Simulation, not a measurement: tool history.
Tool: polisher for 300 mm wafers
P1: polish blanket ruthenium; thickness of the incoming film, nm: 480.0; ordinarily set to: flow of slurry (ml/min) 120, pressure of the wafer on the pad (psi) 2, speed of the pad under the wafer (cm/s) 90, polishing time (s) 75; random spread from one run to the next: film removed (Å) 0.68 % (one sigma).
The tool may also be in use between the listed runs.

run   hour  flow of slurry (ml/min)  pressure of the wafer on the pad (psi)  speed of the pad under the wafer (cm/s)  polishing time (s)  wafers polished on this pad  hours since the slurry nozzle was cleaned  hours since the head pressure was calibrated  film removed (Å)
  1   16.5                      120                                       2                                       90                  75                          776                                      407.2                                         235.4            752.82
  2     34                      120                                       2                                       90                  75                          868                                      424.7                                         252.9            750.26
  3   50.9                      120                                       2                                      142                  75                          956                                      441.6                                         269.8            1181.1
  4   62.5                      120                                       3                                       90                  75                         1017                                      453.2                                         281.4            1131.5
  5   75.4                       70                                       2                                       90                  75                         1085                                      466.1                                         294.3             645.1
  6   88.3                       70                                       2                                       44                  75                         1152                                        479                                         307.2            315.19
  7  101.3                      120                                       2                                       90                  75                         1221                                        492                                         320.2            751.77
  8  112.7                      120                                       2                                       90                 111                         1280                                      503.4                                         331.6            1104.3
  9  127.3                      120                                       2                                       90                  75                         1357                                        518                                         346.2            750.81
 10  145.3                      120                                     1.1                                       90                  75                         1451                                        536                                         364.2            411.23
 11  154.6                      185                                       2                                       90                  75                         1500                                      545.3                                         373.5            804.91
 12  168.8                      120                                       2                                       90                  75                         1574                                      559.5                                         387.7            743.52
 13  182.3                      120                                       2                                       42                  75                         1645                                        573                                         401.2            347.83

The next listed run, before its measurement:
 14  201.8                      120                                       2                                       90                  49                         1747                                      592.5                                         420.7                 ?

film removed (Å): 489.76
